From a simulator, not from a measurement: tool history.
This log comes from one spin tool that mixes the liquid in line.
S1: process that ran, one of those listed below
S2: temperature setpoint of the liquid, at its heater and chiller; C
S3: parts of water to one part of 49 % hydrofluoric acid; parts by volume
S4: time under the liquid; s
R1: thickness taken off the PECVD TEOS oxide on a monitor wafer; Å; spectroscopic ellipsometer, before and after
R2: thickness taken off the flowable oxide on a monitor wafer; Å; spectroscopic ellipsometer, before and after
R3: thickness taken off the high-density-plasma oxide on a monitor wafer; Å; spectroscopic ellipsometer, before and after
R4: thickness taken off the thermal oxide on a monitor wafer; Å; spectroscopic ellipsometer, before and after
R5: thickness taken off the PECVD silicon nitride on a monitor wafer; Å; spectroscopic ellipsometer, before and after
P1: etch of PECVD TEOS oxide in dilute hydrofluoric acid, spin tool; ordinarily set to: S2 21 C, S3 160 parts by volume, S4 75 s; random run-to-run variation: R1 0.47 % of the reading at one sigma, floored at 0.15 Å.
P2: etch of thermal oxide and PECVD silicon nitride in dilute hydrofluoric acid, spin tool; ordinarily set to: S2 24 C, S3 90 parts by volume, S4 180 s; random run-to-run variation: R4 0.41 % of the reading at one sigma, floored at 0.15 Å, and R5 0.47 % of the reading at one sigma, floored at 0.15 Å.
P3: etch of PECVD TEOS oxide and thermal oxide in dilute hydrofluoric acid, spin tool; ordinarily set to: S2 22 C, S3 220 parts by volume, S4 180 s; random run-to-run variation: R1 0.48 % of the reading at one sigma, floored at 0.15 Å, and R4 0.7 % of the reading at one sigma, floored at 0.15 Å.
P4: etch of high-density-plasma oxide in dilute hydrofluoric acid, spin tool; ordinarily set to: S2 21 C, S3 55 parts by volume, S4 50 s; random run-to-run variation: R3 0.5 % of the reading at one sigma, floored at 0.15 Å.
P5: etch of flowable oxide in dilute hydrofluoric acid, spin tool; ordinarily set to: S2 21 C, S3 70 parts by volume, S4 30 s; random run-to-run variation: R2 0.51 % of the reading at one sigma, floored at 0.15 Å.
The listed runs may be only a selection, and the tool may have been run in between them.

| run | day | S1 | S2 | S3 | S4 | R1 | R2 | R3 | R4 | R5 |
|---|---|---|---|---|---|---|---|---|---|---|
| 1 | 0.208 | P1 | 21 | 160 | 75 | 110.25 |  |  |  |  |
| 2 | 0.358 | P5 | 25.5 | 70 | 30 |  | 236.11 |  |  |  |
| 3 | 0.583 | P1 | 21 | 160 | 75 | 110.58 |  |  |  |  |
| 4 | 0.808 | P4 | 21 | 55 | 50 |  |  | 42.022 |  |  |
| 5 | 0.962 | P1 | 21 | 160 | 75 | 109.69 |  |  |  |  |
| 6 | 1.162 | P1 | 21 | 70 | 75 | 279.41 |  |  |  |  |
| 7 | 1.262 | P1 | 17 | 160 | 75 | 92.552 |  |  |  |  |
| 8 | 1.421 | P3 | 22 | 220 | 180 | 157.14 |  |  | 31.303 |  |
| 9 | 1.567 | P2 | 24 | 20 | 180 |  |  |  | 474.07 | 362.12 |
| 10 | 1.742 | P1 | 27.5 | 160 | 125 | 232.03 |  |  |  |  |
| 11 | 1.971 | P5 | 21 | 70 | 30 |  | 194.78 |  |  |  |
| 12 | 2.15 | P1 | 25.5 | 160 | 75 | 130.09 |  |  |  |  |
| 13 | 2.354 | P1 | 21 | 160 | 145 | 211.6 |  |  |  |  |
| 14 | 2.525 | P1 | 21 | 160 | 15 | 21.956 |  |  |  |  |
| 15 | 2.688 | P4 | 21 | 55 | 25 |  |  | 20.845 |  |  |
| 16 | 2.912 | P1 | 21 | 160 | 75 | 109.76 |  |  |  |  |
| 17 | 3.038 | P2 | 24 | 90 | 180 |  |  |  | 97.13 | 83.199 |
| 18 | 3.208 | P3 | 30.5 | 220 | 180 | 212.75 |  |  | 41.768 |  |
| 19 | 3.392 | P1 | 21 | 160 | 75 | 109.02 |  |  |  |  |
| 20 | 3.621 | P5 | 21 | 70 | 60 |  | 393.34 |  |  |  |
| 21 | 3.779 | P3 | 22 | 220 | 320 | 281.8 |  |  | 55.152 |  |
| 22 | 3.967 | P1 | 21 | 220 | 75 | 75.083 |  |  |  |  |
| 23 | 4.175 | P1 | 17 | 215 | 75 | 66.096 |  |  |  |  |
| 24 | 4.342 | P4 | 21 | 105 | 50 |  |  | 20.332 |  |  |
| 25 | 4.45 | P3 | 22 | 220 | 180 | 158.01 |  |  | 31.152 |  |
| 26 | 4.583 | P4 | 17 | 55 | 50 |  |  | 35.388 |  |  |
| 27 | 4.788 | P2 | 24 | 90 | 180 |  |  |  | 97.093 | 83.615 |
| 28 | 4.933 | P2 | 24 | 90 | 325 |  |  |  | 174.71 | 150.18 |
| 29 | 5.15 | P4 | 21 | 55 | 50 |  |  | 42.221 |  |  |
| 30 | 5.271 | P5 | 21 | 130 | 30 |  | 99.212 |  |  |  |
| 31 | 5.408 | P3 | 22 | 110 | 180 | 357.26 |  |  | 70.668 |  |
| 32 | 5.617 | P2 | 30.5 | 90 | 180 |  |  |  | 124.25 | 128.11 |
| 33 | 5.738 | P1 | 21 | 160 | 75 | 109.51 |  |  |  |  |
| 34 | 5.896 | P1 | 21 | 160 | 75 | 106.17 |  |  |  |  |
| 35 | 6.096 | P1 | 21 | 160 | 75 | 104.33 |  |  |  |  |
| 36 | 6.254 | P1 | 21 | 160 | 75 | 103.55 |  |  |  |  |
| 37 | 6.396 | P1 | 21 | 160 | 75 | 102.78 |  |  |  |  |
| 38 | 6.521 | P1 | 21 | 160 | 75 | 102.56 |  |  |  |  |
| 39 | 6.638 | P1 | 21 | 160 | 75 | 102.39 |  |  |  |  |

Run 40 has not been measured yet. What should we expect?
| 40 | 6.804 | P1 | 21 | 160 | 75 | ? |  |  |  |  |

Run 40 produced R1 101.77 Å.

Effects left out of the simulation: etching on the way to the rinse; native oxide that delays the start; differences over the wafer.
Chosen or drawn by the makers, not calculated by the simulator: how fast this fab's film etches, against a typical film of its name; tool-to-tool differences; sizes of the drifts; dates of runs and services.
